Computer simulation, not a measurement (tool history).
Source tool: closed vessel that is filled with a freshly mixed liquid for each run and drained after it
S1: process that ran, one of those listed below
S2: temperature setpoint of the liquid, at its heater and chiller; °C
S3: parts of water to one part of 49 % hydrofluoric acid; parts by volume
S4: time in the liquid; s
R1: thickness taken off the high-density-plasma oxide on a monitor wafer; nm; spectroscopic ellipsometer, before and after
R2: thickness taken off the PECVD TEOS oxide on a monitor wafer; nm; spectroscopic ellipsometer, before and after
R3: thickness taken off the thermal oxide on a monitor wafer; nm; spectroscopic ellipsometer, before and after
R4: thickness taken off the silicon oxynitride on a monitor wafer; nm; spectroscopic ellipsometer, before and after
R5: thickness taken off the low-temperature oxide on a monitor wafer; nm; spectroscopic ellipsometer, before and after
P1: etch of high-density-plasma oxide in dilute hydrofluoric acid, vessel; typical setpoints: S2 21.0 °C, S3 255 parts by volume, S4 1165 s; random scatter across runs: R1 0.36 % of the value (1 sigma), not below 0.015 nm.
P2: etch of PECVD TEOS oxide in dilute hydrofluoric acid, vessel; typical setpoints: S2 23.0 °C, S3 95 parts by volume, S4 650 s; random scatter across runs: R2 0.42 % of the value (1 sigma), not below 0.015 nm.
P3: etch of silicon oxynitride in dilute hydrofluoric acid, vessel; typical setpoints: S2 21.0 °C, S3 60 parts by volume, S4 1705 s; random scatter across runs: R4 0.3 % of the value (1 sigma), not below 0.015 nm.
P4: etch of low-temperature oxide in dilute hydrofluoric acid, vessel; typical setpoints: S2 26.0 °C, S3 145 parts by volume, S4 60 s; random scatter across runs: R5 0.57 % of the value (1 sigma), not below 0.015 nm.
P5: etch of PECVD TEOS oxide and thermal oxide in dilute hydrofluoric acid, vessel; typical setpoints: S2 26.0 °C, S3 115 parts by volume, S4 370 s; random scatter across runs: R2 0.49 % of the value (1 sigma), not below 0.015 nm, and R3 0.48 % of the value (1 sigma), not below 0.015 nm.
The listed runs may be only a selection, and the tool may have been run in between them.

run	hour	S1	S2	S3	S4	R1	R2	R3	R4	R5
1	8.0	P1	21.0	255	1165	17.4490				
2	13.0	P5	26.0	115	370		29.8830	16.6520		
3	20.9	P2	17.0	95	650		43.6480			
4	30.3	P3	21.0	60	1705				57.424	
5	39.1	P1	27.0	255	1165	21.7150				
6	49.3	P1	21.0	255	1165	17.5850				
7	59.6	P5	26.0	180	370		17.6020	9.8735		
8	67.5	P1	21.0	255	320	4.8162				
9	75.6	P1	17.0	255	380	4.8706				
10	81.7	P4	26.0	145	30					7.3067
11	87.9	P1	21.0	255	2130	32.0530				
12	95.1	P2	23.0	95	650		55.5330			
13	101.9	P1	17.0	255	1165	15.0780				
14	109.9	P3	21.0	100	1705				33.320	
15	118.7	P3	24.5	60	1705				68.112	
16	123.5	P4	26.0	145	60					14.7160
17	128.2	P1	21.0	255	1165	17.6770				
18	136.8	P2	23.0	95	650		55.8910			
19	142.5	P4	26.0	205	60					9.6104
20	151.2	P1	21.0	45	1165	125.6100				
21	157.1	P2	23.0	95	120		10.3270			
22	166.4	P3	21.0	60	2950				98.494	
23	177.0	P5	19.5	115	370		22.8650	12.9920		
24	181.7	P5	26.0	115	60		4.8231	2.7108		
25	191.3	P2	23.0	155	650		32.0210			
26	201.1	P4	34.0	145	60					19.4940
27	209.2	P1	21.0	375	1165	10.6930				
28	213.8	P1	21.0	255	1165	17.6090				
29	224.1	P1	21.0	255	1165	17.5530				
30	234.0	P1	21.0	255	1165	16.9960				
31	241.6	P1	21.0	255	1165	16.6450				
32	248.4	P1	21.0	255	1165	16.5770				

Estimate the outcome of run 33 from the log above:
33	258.9	P1	21.0	255	1165	?				

Run 33 yielded R1 16.3560 nm.
